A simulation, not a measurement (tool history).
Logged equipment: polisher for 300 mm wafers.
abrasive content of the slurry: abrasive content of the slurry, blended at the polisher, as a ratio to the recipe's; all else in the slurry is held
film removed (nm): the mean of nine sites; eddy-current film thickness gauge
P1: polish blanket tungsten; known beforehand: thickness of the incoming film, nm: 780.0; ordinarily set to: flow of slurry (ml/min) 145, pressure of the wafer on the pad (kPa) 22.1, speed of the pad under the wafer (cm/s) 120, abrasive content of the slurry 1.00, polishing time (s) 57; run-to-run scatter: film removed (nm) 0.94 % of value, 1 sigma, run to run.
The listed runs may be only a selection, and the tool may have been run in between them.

run   hour  flow of slurry (ml/min)  pressure of the wafer on the pad (kPa)  speed of the pad under the wafer (cm/s)  abrasive content of the slurry  polishing time (s)  wafers polished on this pad  hours since the slurry nozzle was cleaned  hours since the head pressure was calibrated  hours since the slurry blender was calibrated  hours since the slurry got fresh peroxide  film removed (nm)
  1   12.5                      145                                    22.1                                      120                            1.00                  57                          355                                      378.6                                         210.7                                          118.1                                      142.9             337.52
  2   20.2                      210                                    22.1                                      120                            1.00                  57                          421                                      386.3                                         218.4                                          125.8                                      150.6             355.59
  3   31.0                       85                                    22.1                                      120                            1.00                  57                          514                                      397.1                                         229.2                                          136.6                                      161.4             297.80
      39.5  -- slurry nozzle cleaned
  4   43.5                      145                                    22.1                                       66                            1.00                  57                          621                                        4.0                                         241.7                                          149.1                                      173.9             183.37
  5   56.8                      145                                    22.1                                      120                            0.75                  57                          735                                       17.3                                         255.0                                          162.4                                      187.2             307.47
  6   71.2                       85                                    22.1                                      120                            1.00                  26                          858                                       31.7                                         269.4                                          176.8                                      201.6             133.94
  7   83.1                      145                                    22.1                                      120                            1.00                  57                          960                                       43.6                                         281.3                                          188.7                                      213.5             335.08
  8   89.9                      145                                    22.1                                      120                            1.00                  81                         1019                                       50.4                                         288.1                                          195.5                                      220.3             477.83
  9   98.0                      145                                    27.6                                      120                            1.00                  57                         1088                                       58.5                                         296.2                                          203.6                                      228.4             416.47
 10  107.2                      145                                    22.1                                      120                            1.00                  26                         1167                                       67.7                                         305.4                                          212.8                                      237.6             154.03
 11  113.6                      145                                    22.1                                      120                            1.50                  57                         1222                                       74.1                                         311.8                                          219.2                                      244.0             372.83
 12  126.6                      145                                    22.1                                      120                            1.00                  57                         1333                                       87.1                                         324.8                                          232.2                                      257.0             339.18
 13  137.1                      145                                    22.1                                      120                            1.20                  35                         1423                                       97.6                                         335.3                                          242.7                                      267.5             214.03
 14  151.6                      145                                    22.1                                      120                            1.00                  57                         1548                                      112.1                                         349.8                                          257.2                                      282.0             331.10
 15  161.7                      145                                    16.5                                      120                            1.25                  57                         1634                                      122.2                                         359.9                                          267.3                                      292.1             262.59
     169.3  -- head pressure recalibrated
 16  175.4                      145                                    11.0                                      120                            1.00                  57                         1752                                      135.9                                           6.1                                          281.0                                      305.8             168.09
 17  186.2                      145                                    22.1                                      120                            1.00                  57                         1844                                      146.7                                          16.9                                          291.8                                      316.6             335.51
 18  194.2                      145                                    22.1                                      188                            1.00                  57                         1913                                      154.7                                          24.9                                          299.8                                      324.6             526.18
 19  201.7                      145                                    22.1                                      120                            1.00                  57                         1977                                      162.2                                          32.4                                          307.3                                      332.1             337.88
 20  211.0                      145                                    22.1                                      120                            1.00                  57                         2057                                      171.5                                          41.7                                          316.6                                      341.4             327.80
 21  220.3                      145                                    22.1                                      120                            1.00                  57                         2137                                      180.8                                          51.0                                          325.9                                      350.7             321.32
 22  229.2                      145                                    22.1                                      120                            1.00                  57                         2213                                      189.7                                          59.9                                          334.8                                      359.6             315.32
     241.5  -- slurry blender recalibrated
 23  242.6                      145                                    22.1                                      120                            1.00                  57                         2328                                      203.1                                          73.3                                            1.1                                      373.0             310.33

Expected results for the next run?
     243.1  -- head pressure recalibrated
     248.0  -- worn pad replaced by a new one
 24  255.9                      145                                    22.1                                      120                            1.00                  57                           68                                      216.4                                          12.8                                           14.4                                      386.3                  ?

film removed (nm): 309.98
